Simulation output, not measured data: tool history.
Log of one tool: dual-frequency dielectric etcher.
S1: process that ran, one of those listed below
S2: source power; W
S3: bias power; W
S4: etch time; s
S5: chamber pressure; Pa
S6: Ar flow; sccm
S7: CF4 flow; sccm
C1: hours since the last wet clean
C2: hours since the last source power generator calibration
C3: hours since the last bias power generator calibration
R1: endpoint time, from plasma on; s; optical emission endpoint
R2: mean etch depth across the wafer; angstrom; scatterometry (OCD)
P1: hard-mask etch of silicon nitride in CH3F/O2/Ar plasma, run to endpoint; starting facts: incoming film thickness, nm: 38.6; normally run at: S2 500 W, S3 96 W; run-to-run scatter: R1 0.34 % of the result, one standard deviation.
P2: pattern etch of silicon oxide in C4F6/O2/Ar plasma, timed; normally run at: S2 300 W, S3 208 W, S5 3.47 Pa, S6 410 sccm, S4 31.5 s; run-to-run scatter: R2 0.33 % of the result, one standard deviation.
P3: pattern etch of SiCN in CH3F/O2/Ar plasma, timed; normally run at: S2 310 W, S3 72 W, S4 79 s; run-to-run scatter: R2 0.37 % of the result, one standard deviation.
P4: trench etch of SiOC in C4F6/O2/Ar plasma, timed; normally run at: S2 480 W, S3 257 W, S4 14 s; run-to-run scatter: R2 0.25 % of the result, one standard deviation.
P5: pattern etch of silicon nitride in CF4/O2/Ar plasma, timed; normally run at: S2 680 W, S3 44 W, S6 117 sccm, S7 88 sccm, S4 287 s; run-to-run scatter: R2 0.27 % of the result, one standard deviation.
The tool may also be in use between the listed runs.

{"run": 1, "hour": 3.1, "S1": "P1", "S2": 500, "S3": 96, "C1": 182.1, "C2": 747.5, "C3": 3089.7, "R1": 46.224}
{"run": 2, "hour": 6.1, "S1": "P3", "S2": 420, "S3": 72, "S4": 79, "C1": 185.1, "C2": 750.5, "C3": 3092.7, "R2": 294.11}
{"run": 3, "hour": 9.6, "S1": "P1", "S2": 500, "S3": 78, "C1": 188.6, "C2": 754, "C3": 3096.2, "R1": 49.843}
{"run": 4, "hour": 13.5, "S1": "P1", "S2": 500, "S3": 96, "C1": 192.5, "C2": 757.9, "C3": 3100.1, "R1": 46.123}
{"run": 5, "hour": 17.5, "S1": "P3", "S2": 310, "S3": 72, "S4": 79, "C1": 196.5, "C2": 761.9, "C3": 3104.1, "R2": 262.27}
{"run": 6, "hour": 20.7, "S1": "P1", "S2": 500, "S3": 96, "C1": 199.7, "C2": 765.1, "C3": 3107.3, "R1": 46.293}
{"run": 7, "hour": 25.8, "S1": "P2", "S2": 300, "S3": 130, "S4": 31.5, "S5": 3.47, "S6": 410, "C1": 204.8, "C2": 770.2, "C3": 3112.4, "R2": 773.76}
{"run": 8, "hour": 30.0, "S1": "P5", "S2": 680, "S3": 44, "S4": 287, "S6": 165, "S7": 88, "C1": 209, "C2": 774.4, "C3": 3116.6, "R2": 6145.5}
{"run": 9, "hour": 32.6, "S1": "P5", "S2": 680, "S3": 44, "S4": 287, "S6": 117, "S7": 69, "C1": 211.6, "C2": 777, "C3": 3119.2, "R2": 6273.1}
{"hour": 36.1, "done": "bias power generator calibrated"}
{"run": 10, "hour": 36.6, "S1": "P4", "S2": 670, "S3": 257, "S4": 14, "C1": 215.6, "C2": 781, "C3": 0.6, "R2": 399.86}
{"run": 11, "hour": 40.8, "S1": "P5", "S2": 680, "S3": 44, "S4": 353, "S6": 117, "S7": 88, "C1": 219.8, "C2": 785.2, "C3": 4.8, "R2": 8018.7}
{"run": 12, "hour": 45.0, "S1": "P1", "S2": 500, "S3": 96, "C1": 224, "C2": 789.4, "C3": 9, "R1": 46.39}
{"run": 13, "hour": 47.9, "S1": "P1", "S2": 400, "S3": 96, "C1": 226.9, "C2": 792.3, "C3": 11.9, "R1": 50.385}
{"run": 14, "hour": 52.4, "S1": "P4", "S2": 480, "S3": 257, "S4": 17.5, "C1": 231.4, "C2": 796.8, "C3": 16.4, "R2": 441.27}
{"run": 15, "hour": 55.1, "S1": "P2", "S2": 300, "S3": 208, "S4": 39, "S5": 3.47, "S6": 410, "C1": 234.1, "C2": 799.5, "C3": 19.1, "R2": 1116.4}
{"run": 16, "hour": 59.2, "S1": "P2", "S2": 300, "S3": 208, "S4": 31.5, "S5": 3.47, "S6": 311, "C1": 238.2, "C2": 803.6, "C3": 23.2, "R2": 929.68}
{"run": 17, "hour": 62.3, "S1": "P2", "S2": 300, "S3": 208, "S4": 31.5, "S5": 4.73, "S6": 410, "C1": 241.3, "C2": 806.7, "C3": 26.3, "R2": 867.81}
{"run": 18, "hour": 66.1, "S1": "P1", "S2": 500, "S3": 96, "C1": 245.1, "C2": 810.5, "C3": 30.1, "R1": 46.424}
{"run": 19, "hour": 69.0, "S1": "P4", "S2": 480, "S3": 349, "S4": 14, "C1": 248, "C2": 813.4, "C3": 33, "R2": 389.82}
{"run": 20, "hour": 72.0, "S1": "P3", "S2": 310, "S3": 72, "S4": 50.5, "C1": 251, "C2": 816.4, "C3": 36, "R2": 166.79}
{"run": 21, "hour": 74.3, "S1": "P3", "S2": 310, "S3": 88, "S4": 79, "C1": 253.3, "C2": 818.7, "C3": 38.3, "R2": 282.33}
{"run": 22, "hour": 78.5, "S1": "P1", "S2": 500, "S3": 131, "C1": 257.5, "C2": 822.9, "C3": 42.5, "R1": 41.421}
{"run": 23, "hour": 82.8, "S1": "P5", "S2": 410, "S3": 44, "S4": 287, "S6": 117, "S7": 88, "C1": 261.8, "C2": 827.2, "C3": 46.8, "R2": 4181.7}
{"run": 24, "hour": 85.4, "S1": "P1", "S2": 500, "S3": 96, "C1": 264.4, "C2": 829.8, "C3": 49.4, "R1": 46.544}
{"run": 25, "hour": 88.2, "S1": "P1", "S2": 660, "S3": 96, "C1": 267.2, "C2": 832.6, "C3": 52.2, "R1": 41.821}
{"run": 26, "hour": 93.1, "S1": "P4", "S2": 480, "S3": 257, "S4": 14, "C1": 272.1, "C2": 837.5, "C3": 57.1, "R2": 352.17}
{"run": 27, "hour": 95.4, "S1": "P1", "S2": 660, "S3": 59, "C1": 274.4, "C2": 839.8, "C3": 59.4, "R1": 48.914}
{"run": 28, "hour": 99.3, "S1": "P3", "S2": 310, "S3": 72, "S4": 79, "C1": 278.3, "C2": 843.7, "C3": 63.3, "R2": 261.88}
{"run": 29, "hour": 102.3, "S1": "P5", "S2": 680, "S3": 54, "S4": 287, "S6": 117, "S7": 88, "C1": 281.3, "C2": 846.7, "C3": 66.3, "R2": 7051.6}
{"run": 30, "hour": 106.5, "S1": "P5", "S2": 680, "S3": 44, "S4": 287, "S6": 117, "S7": 88, "C1": 285.5, "C2": 850.9, "C3": 70.5, "R2": 6504.9}
{"run": 31, "hour": 111.1, "S1": "P2", "S2": 190, "S3": 208, "S4": 31.5, "S5": 3.47, "S6": 410, "C1": 290.1, "C2": 855.5, "C3": 75.1, "R2": 753.64}
{"run": 32, "hour": 116.1, "S1": "P5", "S2": 680, "S3": 44, "S4": 287, "S6": 117, "S7": 88, "C1": 295.1, "C2": 860.5, "C3": 80.1, "R2": 6508}
{"run": 33, "hour": 119.1, "S1": "P2", "S2": 300, "S3": 208, "S4": 31.5, "S5": 3.47, "S6": 410, "C1": 298.1, "C2": 863.5, "C3": 83.1, "R2": 898.89}
{"run": 34, "hour": 123.7, "S1": "P1", "S2": 500, "S3": 96, "C1": 302.7, "C2": 868.1, "C3": 87.7, "R1": 46.511}
{"run": 35, "hour": 126.1, "S1": "P1", "S2": 500, "S3": 96, "C1": 305.1, "C2": 870.5, "C3": 90.1, "R1": 45.989}
{"run": 36, "hour": 129.6, "S1": "P1", "S2": 500, "S3": 96, "C1": 308.6, "C2": 874, "C3": 93.6, "R1": 45.829}
{"run": 37, "hour": 132.8, "S1": "P1", "S2": 500, "S3": 96, "C1": 311.8, "C2": 877.2, "C3": 96.8, "R1": 45.69}
{"hour": 135.9, "done": "wet clean of the chamber"}
{"run": 38, "hour": 137.2, "S1": "P1", "S2": 500, "S3": 96, "C1": 1.3, "C2": 881.6, "C3": 101.2, "R1": 45.696}
{"run": 39, "hour": 139.5, "S1": "P1", "S2": 500, "S3": 96, "C1": 3.6, "C2": 883.9, "C3": 103.5, "R1": 45.508}
{"run": 40, "hour": 143.8, "S1": "P1", "S2": 500, "S3": 96, "C1": 7.9, "C2": 888.2, "C3": 107.8, "R1": 45.401}
{"run": 41, "hour": 146.2, "S1": "P1", "S2": 500, "S3": 96, "C1": 10.3, "C2": 890.6, "C3": 110.2, "R1": 45.7}
{"run": 42, "hour": 149.7, "S1": "P1", "S2": 500, "S3": 96, "C1": 13.8, "C2": 894.1, "C3": 113.7, "R1": 45.472}

Run 43 comes next. What will it give?
{"run": 43, "hour": 152.8, "S1": "P1", "S2": 500, "S3": 96, "C1": 16.9, "C2": 897.2, "C3": 116.8, "R1": "?"}

R1: 45.489 s

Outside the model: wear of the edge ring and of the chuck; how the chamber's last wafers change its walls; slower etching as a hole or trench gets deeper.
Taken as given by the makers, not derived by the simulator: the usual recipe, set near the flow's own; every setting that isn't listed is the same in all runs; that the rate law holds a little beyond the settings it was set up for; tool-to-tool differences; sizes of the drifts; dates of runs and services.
